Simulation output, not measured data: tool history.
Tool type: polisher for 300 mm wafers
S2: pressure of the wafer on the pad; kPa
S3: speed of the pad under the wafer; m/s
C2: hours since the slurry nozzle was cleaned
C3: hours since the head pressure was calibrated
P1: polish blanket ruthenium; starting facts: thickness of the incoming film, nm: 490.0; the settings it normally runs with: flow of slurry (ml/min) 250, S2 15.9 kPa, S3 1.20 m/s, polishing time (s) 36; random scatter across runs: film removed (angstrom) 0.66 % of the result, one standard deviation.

{"run": 1, "hour": 11.4, "flow of slurry (ml/min)": 250, "S2": 15.9, "S3": 1.2, "polishing time (s)": 36, "wafers polished on this pad": 1233, "C2": 652.0, "C3": 329.4, "film removed (angstrom)": 610.02}
{"run": 2, "hour": 21.2, "flow of slurry (ml/min)": 250, "S2": 15.9, "S3": 1.2, "polishing time (s)": 21, "wafers polished on this pad": 1309, "C2": 661.8, "C3": 339.2, "film removed (angstrom)": 361.04}
{"run": 3, "hour": 34.5, "flow of slurry (ml/min)": 250, "S2": 22.8, "S3": 1.7, "polishing time (s)": 36, "wafers polished on this pad": 1413, "C2": 675.1, "C3": 352.5, "film removed (angstrom)": 1243.8}
{"run": 4, "hour": 41.3, "flow of slurry (ml/min)": 250, "S2": 15.9, "S3": 1.2, "polishing time (s)": 36, "wafers polished on this pad": 1467, "C2": 681.9, "C3": 359.3, "film removed (angstrom)": 615.21}
{"run": 5, "hour": 51.5, "flow of slurry (ml/min)": 250, "S2": 15.9, "S3": 1.2, "polishing time (s)": 47, "wafers polished on this pad": 1546, "C2": 692.1, "C3": 369.5, "film removed (angstrom)": 815.87}
{"run": 6, "hour": 65.3, "flow of slurry (ml/min)": 250, "S2": 15.9, "S3": 1.2, "polishing time (s)": 36, "wafers polished on this pad": 1654, "C2": 705.9, "C3": 383.3, "film removed (angstrom)": 618.04}
{"run": 7, "hour": 76.0, "flow of slurry (ml/min)": 155, "S2": 11.0, "S3": 1.2, "polishing time (s)": 36, "wafers polished on this pad": 1738, "C2": 716.6, "C3": 394.0, "film removed (angstrom)": 405.11}
{"hour": 78.7, "done": "head pressure recalibrated"}
{"run": 8, "hour": 83.0, "flow of slurry (ml/min)": 250, "S2": 9.0, "S3": 1.2, "polishing time (s)": 36, "wafers polished on this pad": 1793, "C2": 723.6, "C3": 4.3, "film removed (angstrom)": 348.89}
{"run": 9, "hour": 95.7, "flow of slurry (ml/min)": 250, "S2": 22.1, "S3": 1.2, "polishing time (s)": 36, "wafers polished on this pad": 1892, "C2": 736.3, "C3": 17.0, "film removed (angstrom)": 857.09}
{"run": 10, "hour": 102.6, "flow of slurry (ml/min)": 250, "S2": 15.9, "S3": 1.2, "polishing time (s)": 36, "wafers polished on this pad": 1946, "C2": 743.2, "C3": 23.9, "film removed (angstrom)": 617.52}
{"run": 11, "hour": 115.8, "flow of slurry (ml/min)": 250, "S2": 15.9, "S3": 1.68, "polishing time (s)": 36, "wafers polished on this pad": 2049, "C2": 756.4, "C3": 37.1, "film removed (angstrom)": 869.37}
{"run": 12, "hour": 122.9, "flow of slurry (ml/min)": 350, "S2": 15.9, "S3": 1.2, "polishing time (s)": 36, "wafers polished on this pad": 2104, "C2": 763.5, "C3": 44.2, "film removed (angstrom)": 637.98}
{"run": 13, "hour": 136.9, "flow of slurry (ml/min)": 250, "S2": 15.9, "S3": 1.2, "polishing time (s)": 36, "wafers polished on this pad": 2214, "C2": 777.5, "C3": 58.2, "film removed (angstrom)": 618.97}
{"run": 14, "hour": 144.1, "flow of slurry (ml/min)": 150, "S2": 15.9, "S3": 1.2, "polishing time (s)": 36, "wafers polished on this pad": 2270, "C2": 784.7, "C3": 65.4, "film removed (angstrom)": 567.42}
{"run": 15, "hour": 154.0, "flow of slurry (ml/min)": 250, "S2": 15.9, "S3": 1.2, "polishing time (s)": 36, "wafers polished on this pad": 2347, "C2": 794.6, "C3": 75.3, "film removed (angstrom)": 612.98}
{"run": 16, "hour": 167.4, "flow of slurry (ml/min)": 250, "S2": 15.9, "S3": 0.54, "polishing time (s)": 36, "wafers polished on this pad": 2452, "C2": 808.0, "C3": 88.7, "film removed (angstrom)": 278.81}
{"run": 17, "hour": 177.4, "flow of slurry (ml/min)": 250, "S2": 15.9, "S3": 1.2, "polishing time (s)": 36, "wafers polished on this pad": 2530, "C2": 818.0, "C3": 98.7, "film removed (angstrom)": 614.61}
{"run": 18, "hour": 184.3, "flow of slurry (ml/min)": 250, "S2": 15.9, "S3": 1.2, "polishing time (s)": 36, "wafers polished on this pad": 2584, "C2": 824.9, "C3": 105.6, "film removed (angstrom)": 621.28}
{"run": 19, "hour": 195.7, "flow of slurry (ml/min)": 250, "S2": 15.9, "S3": 1.2, "polishing time (s)": 36, "wafers polished on this pad": 2673, "C2": 836.3, "C3": 117.0, "film removed (angstrom)": 611.47}
{"run": 20, "hour": 206.9, "flow of slurry (ml/min)": 250, "S2": 15.9, "S3": 1.2, "polishing time (s)": 36, "wafers polished on this pad": 2761, "C2": 847.5, "C3": 128.2, "film removed (angstrom)": 602.6}
{"run": 21, "hour": 218.6, "flow of slurry (ml/min)": 250, "S2": 15.9, "S3": 1.2, "polishing time (s)": 36, "wafers polished on this pad": 2852, "C2": 859.2, "C3": 139.9, "film removed (angstrom)": 605.86}
{"hour": 227.2, "done": "head pressure recalibrated"}
{"run": 22, "hour": 229.5, "flow of slurry (ml/min)": 250, "S2": 15.9, "S3": 1.2, "polishing time (s)": 36, "wafers polished on this pad": 2938, "C2": 870.1, "C3": 2.3, "film removed (angstrom)": 593.68}
{"run": 23, "hour": 237.3, "flow of slurry (ml/min)": 250, "S2": 15.9, "S3": 1.2, "polishing time (s)": 36, "wafers polished on this pad": 2999, "C2": 877.9, "C3": 10.1, "film removed (angstrom)": 590.26}
{"run": 24, "hour": 246.7, "flow of slurry (ml/min)": 250, "S2": 15.9, "S3": 1.2, "polishing time (s)": 36, "wafers polished on this pad": 3072, "C2": 887.3, "C3": 19.5, "film removed (angstrom)": 593.28}
{"run": 25, "hour": 259.9, "flow of slurry (ml/min)": 250, "S2": 15.9, "S3": 1.2, "polishing time (s)": 36, "wafers polished on this pad": 3175, "C2": 900.5, "C3": 32.7, "film removed (angstrom)": 584.77}
{"run": 26, "hour": 272.7, "flow of slurry (ml/min)": 250, "S2": 15.9, "S3": 1.2, "polishing time (s)": 36, "wafers polished on this pad": 3275, "C2": 913.3, "C3": 45.5, "film removed (angstrom)": 577.97}

Run 27 has not been measured yet. What should we expect?
{"run": 27, "hour": 281.9, "flow of slurry (ml/min)": 250, "S2": 15.9, "S3": 1.2, "polishing time (s)": 36, "wafers polished on this pad": 3347, "C2": 922.5, "C3": 54.7, "film removed (angstrom)": "?"}

film removed (angstrom): 588.85
